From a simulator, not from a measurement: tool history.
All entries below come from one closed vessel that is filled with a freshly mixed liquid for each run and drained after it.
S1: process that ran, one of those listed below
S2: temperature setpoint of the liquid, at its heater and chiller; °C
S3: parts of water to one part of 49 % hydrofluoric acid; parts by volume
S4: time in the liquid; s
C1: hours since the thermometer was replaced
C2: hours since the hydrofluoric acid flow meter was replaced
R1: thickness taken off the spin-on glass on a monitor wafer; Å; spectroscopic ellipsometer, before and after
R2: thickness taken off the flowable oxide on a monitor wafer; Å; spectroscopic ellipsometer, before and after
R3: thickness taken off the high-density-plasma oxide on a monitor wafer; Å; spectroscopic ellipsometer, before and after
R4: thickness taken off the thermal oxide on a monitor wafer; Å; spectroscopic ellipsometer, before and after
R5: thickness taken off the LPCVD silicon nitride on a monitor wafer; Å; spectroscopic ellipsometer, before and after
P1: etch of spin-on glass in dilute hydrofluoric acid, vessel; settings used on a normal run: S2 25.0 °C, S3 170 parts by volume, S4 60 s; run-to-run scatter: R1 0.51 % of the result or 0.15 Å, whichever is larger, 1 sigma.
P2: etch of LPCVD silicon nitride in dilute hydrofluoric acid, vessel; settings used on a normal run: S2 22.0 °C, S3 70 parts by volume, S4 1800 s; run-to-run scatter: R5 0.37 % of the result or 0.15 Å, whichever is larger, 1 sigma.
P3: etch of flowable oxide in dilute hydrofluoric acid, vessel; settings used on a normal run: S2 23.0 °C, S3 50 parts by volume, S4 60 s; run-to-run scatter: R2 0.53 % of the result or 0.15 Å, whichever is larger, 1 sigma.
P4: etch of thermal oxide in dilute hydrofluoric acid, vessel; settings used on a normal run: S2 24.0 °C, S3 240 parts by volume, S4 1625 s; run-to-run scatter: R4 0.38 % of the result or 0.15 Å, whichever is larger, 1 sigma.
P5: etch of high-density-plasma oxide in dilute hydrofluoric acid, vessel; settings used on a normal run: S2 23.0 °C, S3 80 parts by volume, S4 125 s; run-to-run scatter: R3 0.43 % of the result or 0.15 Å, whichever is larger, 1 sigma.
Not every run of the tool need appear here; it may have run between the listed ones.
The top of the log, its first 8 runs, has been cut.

run 9 hour=119.5 | S1=P4 S2=24.0 S3=40 S4=1625 | C1=1127.0 C2=308.0 | R4=2123.00
run 10 hour=128.3 | S1=P5 S2=23.0 S3=80 S4=125 | C1=1135.8 C2=316.8 | R3=78.504
run 11 hour=147.0 | S1=P5 S2=28.5 S3=80 S4=125 | C1=1154.5 C2=335.5 | R3=97.820
run 12 hour=163.2 | S1=P1 S2=17.0 S3=170 S4=60 | C1=1170.7 C2=351.7 | R1=84.691
run 13 hour=179.9 | S1=P4 S2=19.5 S3=240 S4=1625 | C1=1187.4 C2=368.4 | R4=235.14
run 14 hour=197.2 | S1=P2 S2=22.0 S3=115 S4=1800 | C1=1204.7 C2=385.7 | R5=74.426
run 15 hour=211.5 | S1=P3 S2=23.0 S3=50 S4=100 | C1=1219.0 C2=400.0 | R2=561.24
run 16 hour=229.8 | S1=P2 S2=22.0 S3=70 S4=3590 | C1=1237.3 C2=418.3 | R5=241.500
run 17 hour=240.4 | S1=P1 S2=25.0 S3=290 S4=60 | C1=1247.9 C2=428.9 | R1=60.171
run 18 hour=254.7 | S1=P3 S2=23.0 S3=50 S4=60 | C1=1262.2 C2=443.2 | R2=340.09
run 19 hour=265.8 | S1=P1 S2=25.0 S3=35 S4=60 | C1=1273.3 C2=454.3 | R1=669.860
run 20 hour=278.0 | S1=P1 S2=25.0 S3=170 S4=60 | C1=1285.5 C2=466.5 | R1=115.490
run 21 hour=293.6 | S1=P1 S2=21.0 S3=170 S4=30 | C1=1301.1 C2=482.1 | R1=49.689
run 22 hour=308.1 | S1=P1 S2=25.0 S3=170 S4=60 | C1=1315.6 C2=496.6 | R1=115.200
run 23 hour=324.2 | S1=P5 S2=23.0 S3=80 S4=125 | C1=1331.7 C2=512.7 | R3=78.688
run 24 hour=340.9 | S1=P1 S2=32.5 S3=170 S4=60 | C1=1348.4 C2=529.4 | R1=152.820
run 25 hour=360.1 | S1=P5 S2=23.0 S3=80 S4=195 | C1=1367.6 C2=548.6 | R3=123.630
run 26 hour=369.2 | S1=P4 S2=24.0 S3=240 S4=1625 | C1=1376.7 C2=557.7 | R4=280.26
run 27 hour=384.1 | S1=P2 S2=17.0 S3=70 S4=1800 | C1=1391.6 C2=572.6 | R5=85.587
run 28 hour=395.1 | S1=P2 S2=22.0 S3=70 S4=1800 | C1=1402.6 C2=583.6 | R5=121.180
run 29 hour=403.7 | S1=P3 S2=23.0 S3=50 S4=60 | C1=1411.2 C2=592.2 | R2=338.46
run 30 hour=413.3 | S1=P1 S2=25.0 S3=170 S4=60 | C1=1420.8 C2=601.8 | R1=115.310
run 31 hour=430.9 | S1=P1 S2=25.0 S3=170 S4=60 | C1=1438.4 C2=619.4 | R1=120.070
run 32 hour=442.0 | S1=P1 S2=25.0 S3=170 S4=60 | C1=1449.5 C2=630.5 | R1=122.340
run 33 hour=458.6 | S1=P1 S2=25.0 S3=170 S4=60 | C1=1466.1 C2=647.1 | R1=123.060

Run 34 is up next; what results do you expect?
run 34 hour=477.1 | S1=P1 S2=25.0 S3=170 S4=60 | C1=1484.6 C2=665.6 | R1=?

Run 34 gave R1 124.810 Å.
